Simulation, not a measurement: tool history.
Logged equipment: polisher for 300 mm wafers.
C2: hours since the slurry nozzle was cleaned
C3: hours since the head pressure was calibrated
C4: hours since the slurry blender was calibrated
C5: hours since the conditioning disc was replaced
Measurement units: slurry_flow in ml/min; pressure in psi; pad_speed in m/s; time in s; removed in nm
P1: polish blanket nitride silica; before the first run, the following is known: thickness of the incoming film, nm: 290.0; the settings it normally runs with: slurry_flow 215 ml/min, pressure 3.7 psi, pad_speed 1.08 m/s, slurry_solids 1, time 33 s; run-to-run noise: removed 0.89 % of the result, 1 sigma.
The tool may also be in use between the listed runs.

Run 1, day 0.233: slurry_flow 215 ml/min, pressure 3.7 psi, pad_speed 1.08 m/s, slurry_solids 1, time 33 s; wafers polished on this pad 616; C2 372.1; C3 582.1; C4 134.6; C5 33.5. Result: removed 22.964 nm.
Run 2, day 0.425: slurry_flow 215 ml/min, pressure 3.7 psi, pad_speed 1.08 m/s, slurry_solids 1.35, time 33 s; wafers polished on this pad 655; C2 376.7; C3 586.7; C4 139.2; C5 38.1. Result: removed 26.175 nm.
Run 3, day 0.604: slurry_flow 215 ml/min, pressure 3.7 psi, pad_speed 0.66 m/s, slurry_solids 1, time 33 s; wafers polished on this pad 691; C2 381; C3 591; C4 143.5; C5 42.4. Result: removed 15.435 nm.
Run 4, day 0.796: slurry_flow 215 ml/min, pressure 5.8 psi, pad_speed 1.08 m/s, slurry_solids 1, time 33 s; wafers polished on this pad 729; C2 385.6; C3 595.6; C4 148.1; C5 47. Result: removed 36.028 nm.
At day 0.812: slurry nozzle cleaned.
Run 5, day 0.95: slurry_flow 215 ml/min, pressure 3.7 psi, pad_speed 1.08 m/s, slurry_solids 1, time 33 s; wafers polished on this pad 760; C2 3.4; C3 599.3; C4 151.8; C5 50.7. Result: removed 23.215 nm.
Run 6, day 1.092: slurry_flow 215 ml/min, pressure 3.7 psi, pad_speed 1.08 m/s, slurry_solids 1.45, time 52 s; wafers polished on this pad 789; C2 6.8; C3 602.7; C4 155.2; C5 54.1. Result: removed 42.366 nm.
At day 1.271: conditioning disc replaced and pad reconditioned.
Run 7, day 1.279: slurry_flow 215 ml/min, pressure 3.7 psi, pad_speed 1.7 m/s, slurry_solids 1, time 33 s; wafers polished on this pad 827; C2 11.3; C3 607.2; C4 159.7; C5 0.2. Result: removed 33.005 nm.
Run 8, day 1.4: slurry_flow 215 ml/min, pressure 3.7 psi, pad_speed 1.08 m/s, slurry_solids 0.5, time 33 s; wafers polished on this pad 851; C2 14.2; C3 610.1; C4 162.6; C5 3.1. Result: removed 15.942 nm.
Run 9, day 1.55: slurry_flow 215 ml/min, pressure 1.8 psi, pad_speed 1.08 m/s, slurry_solids 1, time 33 s; wafers polished on this pad 881; C2 17.8; C3 613.7; C4 166.2; C5 6.7. Result: removed 11.427 nm.
Run 10, day 1.8: slurry_flow 280 ml/min, pressure 5.5 psi, pad_speed 1.08 m/s, slurry_solids 1, time 33 s; wafers polished on this pad 932; C2 23.8; C3 619.7; C4 172.2; C5 12.7. Result: removed 35.576 nm.
Run 11, day 1.95: slurry_flow 215 ml/min, pressure 3.7 psi, pad_speed 1.08 m/s, slurry_solids 1, time 20 s; wafers polished on this pad 962; C2 27.4; C3 623.3; C4 175.8; C5 16.3. Result: removed 14.037 nm.
Run 12, day 2.067: slurry_flow 340 ml/min, pressure 3.7 psi, pad_speed 1.08 m/s, slurry_solids 1, time 33 s; wafers polished on this pad 985; C2 30.2; C3 626.1; C4 178.6; C5 19.1. Result: removed 24.528 nm.
Run 13, day 2.238: slurry_flow 215 ml/min, pressure 3.7 psi, pad_speed 1.08 m/s, slurry_solids 1, time 43 s; wafers polished on this pad 1020; C2 34.3; C3 630.2; C4 182.7; C5 23.2. Result: removed 30.107 nm.
Run 14, day 2.475: slurry_flow 215 ml/min, pressure 3.7 psi, pad_speed 1.08 m/s, slurry_solids 1, time 33 s; wafers polished on this pad 1068; C2 40; C3 635.9; C4 188.4; C5 28.9. Result: removed 23.301 nm.
Run 15, day 2.646: slurry_flow 130 ml/min, pressure 3.7 psi, pad_speed 1.08 m/s, slurry_solids 1, time 33 s; wafers polished on this pad 1102; C2 44.1; C3 640; C4 192.5; C5 33. Result: removed 21.028 nm.
Run 16, day 2.896: slurry_flow 215 ml/min, pressure 3.7 psi, pad_speed 1.08 m/s, slurry_solids 1, time 33 s; wafers polished on this pad 1152; C2 50.1; C3 646; C4 198.5; C5 39. Result: removed 23.07 nm.
Run 17, day 3.058: slurry_flow 280 ml/min, pressure 3.7 psi, pad_speed 1.08 m/s, slurry_solids 1.25, time 33 s; wafers polished on this pad 1185; C2 54; C3 649.9; C4 202.4; C5 42.9. Result: removed 25.697 nm.
Run 18, day 3.254: slurry_flow 215 ml/min, pressure 3.7 psi, pad_speed 1.08 m/s, slurry_solids 1, time 33 s; wafers polished on this pad 1225; C2 58.7; C3 654.6; C4 207.1; C5 47.6. Result: removed 23.278 nm.
Run 19, day 3.421: slurry_flow 215 ml/min, pressure 3.7 psi, pad_speed 1.08 m/s, slurry_solids 1, time 33 s; wafers polished on this pad 1258; C2 62.7; C3 658.6; C4 211.1; C5 51.6. Result: removed 23.188 nm.
Run 20, day 3.675: slurry_flow 215 ml/min, pressure 3.7 psi, pad_speed 1.08 m/s, slurry_solids 1, time 33 s; wafers polished on this pad 1309; C2 68.8; C3 664.7; C4 217.2; C5 57.7. Result: removed 21.503 nm.
Run 21, day 3.917: slurry_flow 215 ml/min, pressure 3.7 psi, pad_speed 1.08 m/s, slurry_solids 1, time 33 s; wafers polished on this pad 1358; C2 74.6; C3 670.5; C4 223; C5 63.5. Result: removed 21.029 nm.
At day 3.954: conditioning disc replaced and pad reconditioned.
Run 22, day 4.125: slurry_flow 215 ml/min, pressure 3.7 psi, pad_speed 1.08 m/s, slurry_solids 1, time 33 s; wafers polished on this pad 1400; C2 79.6; C3 675.5; C4 228; C5 4.2. Result: removed 20.463 nm.
At day 4.146: slurry nozzle cleaned.
Run 23, day 4.333: slurry_flow 215 ml/min, pressure 3.7 psi, pad_speed 1.08 m/s, slurry_solids 1, time 33 s; wafers polished on this pad 1442; C2 4.6; C3 680.5; C4 233; C5 9.2. Result: removed 20.222 nm.
At day 4.35: head pressure recalibrated.
Run 24, day 4.496: slurry_flow 215 ml/min, pressure 3.7 psi, pad_speed 1.08 m/s, slurry_solids 1, time 33 s; wafers polished on this pad 1475; C2 8.5; C3 3.5; C4 236.9; C5 13.1. Result: removed 20.2 nm.
Run 25, day 4.658: slurry_flow 215 ml/min, pressure 3.7 psi, pad_speed 1.08 m/s, slurry_solids 1, time 33 s; wafers polished on this pad 1507; C2 12.4; C3 7.4; C4 240.8; C5 17. Result: removed 20.258 nm.
Run 26, day 4.879: slurry_flow 215 ml/min, pressure 3.7 psi, pad_speed 1.08 m/s, slurry_solids 1, time 33 s; wafers polished on this pad 1552; C2 17.7; C3 12.7; C4 246.1; C5 22.3. Result: removed 20.066 nm.

The log shows P1 creeping away from where it was. Any of the 2 causes listed here, at the size stated for it, fits the log just as well as the others:
A: abrasive missing from the slurry, % = 24
B: removal rate lost through wear of the pad, % = 12.6
The gradual shift began around day 3.421.
Excluded causes, each with its reason:
slurry flow missing at the pad, %: serviced after onset, at day 4.146, with no recovery of the prior output
head's pressure below its setpoint, %: serviced after onset, at day 4.35, with no recovery of the prior output
time polished since the conditioner stopped cutting, s: serviced after onset, at day 3.954, with no recovery of the prior output

4 check runs are offered, each on 5 wafers whose results are averaged, their results left as question marks. Which one tells the causes apart?
Run check 1, day 5.1: slurry_flow 300 ml/min, pressure 3.7 psi, pad_speed 1.08 m/s, slurry_solids 0.6, time 33 s. Result: removed ?.
Run check 2, day 5.1: slurry_flow 215 ml/min, pressure 2.1 psi, pad_speed 1.5 m/s, slurry_solids 1, time 33 s. Result: removed ?.
Run check 3, day 5.1: slurry_flow 130 ml/min, pressure 3.7 psi, pad_speed 1.08 m/s, slurry_solids 1, time 33 s. Result: removed ?.
Run check 4, day 5.1: slurry_flow 265 ml/min, pressure 3.7 psi, pad_speed 1.62 m/s, slurry_solids 1, time 33 s. Result: removed ?.

Outcome of each check run for each possible cause:
  check   result    if A    if B
check 1  removed  15.495  16.029
check 2  removed  14.894  14.886
check 3  removed  18.643  18.633
check 4  removed  28.566  28.551
Separation of the two closest causes in each check, using whichever result separates them best: check 1 3.39 %; check 2 0.05 %; check 3 0.05 %; check 4 0.05 %
Check 1 distinguishes between the causes, while the remaining checks would return nearly the same result for all of them.

With check 1 done, the readings were: removed 15.535 nm. Identify which of the listed causes applies.

It was cause A: abrasive missing from the slurry, %.

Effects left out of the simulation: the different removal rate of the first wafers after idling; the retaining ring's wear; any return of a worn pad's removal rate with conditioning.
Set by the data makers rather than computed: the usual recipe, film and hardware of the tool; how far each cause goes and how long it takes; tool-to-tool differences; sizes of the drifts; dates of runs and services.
